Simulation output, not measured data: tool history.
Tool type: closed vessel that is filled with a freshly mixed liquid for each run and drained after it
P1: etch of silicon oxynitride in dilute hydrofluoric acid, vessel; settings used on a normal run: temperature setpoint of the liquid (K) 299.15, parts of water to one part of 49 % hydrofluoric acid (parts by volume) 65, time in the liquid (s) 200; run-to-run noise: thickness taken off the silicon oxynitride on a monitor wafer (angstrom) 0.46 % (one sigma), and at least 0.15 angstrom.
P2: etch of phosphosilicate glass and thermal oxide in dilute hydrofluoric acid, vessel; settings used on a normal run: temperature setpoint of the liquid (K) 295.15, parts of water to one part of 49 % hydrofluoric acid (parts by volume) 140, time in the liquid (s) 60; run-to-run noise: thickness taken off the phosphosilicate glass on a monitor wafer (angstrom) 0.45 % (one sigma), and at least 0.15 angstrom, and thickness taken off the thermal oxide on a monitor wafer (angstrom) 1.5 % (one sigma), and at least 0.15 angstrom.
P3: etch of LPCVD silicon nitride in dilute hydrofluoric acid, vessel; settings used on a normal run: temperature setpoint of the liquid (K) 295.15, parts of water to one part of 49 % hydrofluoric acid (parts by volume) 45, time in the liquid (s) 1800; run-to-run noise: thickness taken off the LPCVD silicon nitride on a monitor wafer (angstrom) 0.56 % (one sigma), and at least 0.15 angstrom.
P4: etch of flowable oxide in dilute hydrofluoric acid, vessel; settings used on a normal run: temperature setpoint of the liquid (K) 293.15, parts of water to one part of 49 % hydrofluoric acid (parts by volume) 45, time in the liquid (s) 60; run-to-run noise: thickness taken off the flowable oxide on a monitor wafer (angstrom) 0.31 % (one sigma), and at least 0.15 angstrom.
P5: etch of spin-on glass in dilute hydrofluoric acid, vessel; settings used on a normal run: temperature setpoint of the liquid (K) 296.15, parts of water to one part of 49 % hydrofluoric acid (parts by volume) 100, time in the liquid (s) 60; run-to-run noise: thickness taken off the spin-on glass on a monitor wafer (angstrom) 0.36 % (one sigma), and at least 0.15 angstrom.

run,hour,process that ran,temperature setpoint of the liquid (K),parts of water to one part of 49 % hydrofluoric acid (parts by volume),time in the liquid (s),hours since the thermometer was replaced,hours since the hydrofluoric acid flow meter was replaced,thickness taken off the silicon oxynitride on a monitor wafer (angstrom),thickness taken off the phosphosilicate glass on a monitor wafer (angstrom),thickness taken off the thermal oxide on a monitor wafer (angstrom),thickness taken off the LPCVD silicon nitride on a monitor wafer (angstrom),thickness taken off the flowable oxide on a monitor wafer (angstrom),thickness taken off the spin-on glass on a monitor wafer (angstrom)
1,4.0,P1,299.15,65,200,606.7,1380.4,146.470,,,,,
2,9.8,P2,302.65,140,60,612.5,1386.2,,795.86,22.338,,,
3,16.2,P1,306.15,45,200,618.9,1392.6,299.990,,,,,
4,22.4,P3,295.15,25,1800,625.1,1398.8,,,,294.05,,
5,28.7,P3,295.15,45,1800,631.4,1405.1,,,,166.82,,
6,34.0,P1,299.15,65,370,636.7,1410.4,270.560,,,,,
7,40.7,P4,293.15,45,115,643.4,1417.1,,,,,1376.80,
8,44.5,P5,296.15,20,60,647.2,1420.9,,,,,,1983.00
9,47.5,P1,299.15,100,200,650.2,1423.9,92.404,,,,,
10,53.5,P1,299.15,65,200,656.2,1429.9,146.570,,,,,
11,57.6,P3,295.15,45,1800,660.3,1434.0,,,,168.87,,
12,63.4,P1,293.65,65,200,666.1,1439.8,111.990,,,,,
13,66.8,P2,295.15,25,60,669.5,1443.2,,3860.90,107.460,,,
14,72.1,P2,295.15,140,60,674.8,1448.5,,598.87,17.028,,,
15,75.2,P4,293.15,20,60,677.9,1451.6,,,,,1659.70,
16,81.5,P1,305.15,65,30,684.2,1457.9,28.888,,,,,
17,87.2,P5,290.15,100,60,689.9,1463.6,,,,,,279.66
18,91.5,P1,299.15,65,200,694.2,1467.9,147.140,,,,,
19,95.1,P1,299.15,65,65,697.8,1471.5,48.151,,,,,
20,100.8,P4,290.15,45,60,703.5,1477.2,,,,,627.31,
21,106.5,P4,293.15,45,60,709.2,1482.9,,,,,716.09,
22,111.1,P5,296.15,100,60,713.8,1487.5,,,,,,357.30
23,114.5,P1,299.15,65,200,717.2,1490.9,145.600,,,,,
24,118.8,P2,295.15,140,60,721.5,1495.2,,594.76,17.045,,,
25,125.0,P3,295.15,45,2805,727.7,1501.4,,,,259.55,,
26,129.2,P1,299.15,20,200,731.9,1505.6,494.300,,,,,
27,136.1,P3,301.65,45,1800,738.8,1512.5,,,,259.49,,
28,140.9,P1,299.15,65,200,743.6,1517.3,146.450,,,,,
29,146.3,P1,299.15,65,200,749.0,1522.7,147.340,,,,,
30,151.2,P2,295.15,140,95,753.9,1527.6,,942.25,26.276,,,
31,155.6,P1,304.15,65,200,758.3,1532.0,183.290,,,,,
32,162.6,P5,296.15,100,30,765.3,1539.0,,,,,,178.08
33,169.0,P1,299.15,65,200,771.7,1545.4,146.210,,,,,
34,174.4,P1,299.15,65,200,777.1,1550.8,151.620,,,,,
35,178.6,P1,299.15,65,200,781.3,1555.0,151.990,,,,,
36,185.0,P1,299.15,65,200,787.7,1561.4,154.310,,,,,
37,190.0,P1,299.15,65,200,792.7,1566.4,156.410,,,,,
38,196.2,P1,299.15,65,200,798.9,1572.6,157.880,,,,,
39,202.6,P1,299.15,65,200,805.3,1579.0,156.140,,,,,
40,206.3,P1,299.15,65,200,809.0,1582.7,157.240,,,,,
41,209.8,P1,299.15,65,200,812.5,1586.2,157.660,,,,,

P1 has crept away from where it was. The log is fitted equally well by each of these 2 causes, at the sizes shown:
A: liquid hotter than its thermometer reads (K) = 1.49
B: hydrofluoric acid flow above the setpoint (%) = 6.88
The gradual shift began around hour 169.0.

Below are 4 check runs, each averaged over 2 wafers, with their results shown as question marks. Which of them would give clearly different results depending on which cause is behind the drift?
check 1,213.3,P2,298.15,30,60,,,,?,?,,,
check 2,213.3,P4,290.15,20,60,,,,,,,?,
check 3,213.3,P5,290.65,25,60,,,,,,,,?
check 4,213.3,P3,301.15,45,2650,,,,,,?,,

Check results expected under each cause:
check,result,if A,if B
check 1,thickness taken off the phosphosilicate glass on a monitor wafer (angstrom),3839.20,3868.50
check 1,thickness taken off the thermal oxide on a monitor wafer (angstrom),109.430,110.270
check 2,thickness taken off the flowable oxide on a monitor wafer (angstrom),1555.60,1559.10
check 3,thickness taken off the spin-on glass on a monitor wafer (angstrom),1321.30,1325.30
check 4,thickness taken off the LPCVD silicon nitride on a monitor wafer (angstrom),406.22,393.49
Separation of the two closest causes in each check, using whichever result separates them best: check 1 0.76 %; check 2 0.23 %; check 3 0.31 %; check 4 3.18 %
Check 4 tells the causes apart: in the others they would give nearly the same result.

Running check 4 produced the following: thickness taken off the LPCVD silicon nitride on a monitor wafer (angstrom) 390.80. Which one of the listed causes fits?

It was cause B: hydrofluoric acid flow above the setpoint (%).

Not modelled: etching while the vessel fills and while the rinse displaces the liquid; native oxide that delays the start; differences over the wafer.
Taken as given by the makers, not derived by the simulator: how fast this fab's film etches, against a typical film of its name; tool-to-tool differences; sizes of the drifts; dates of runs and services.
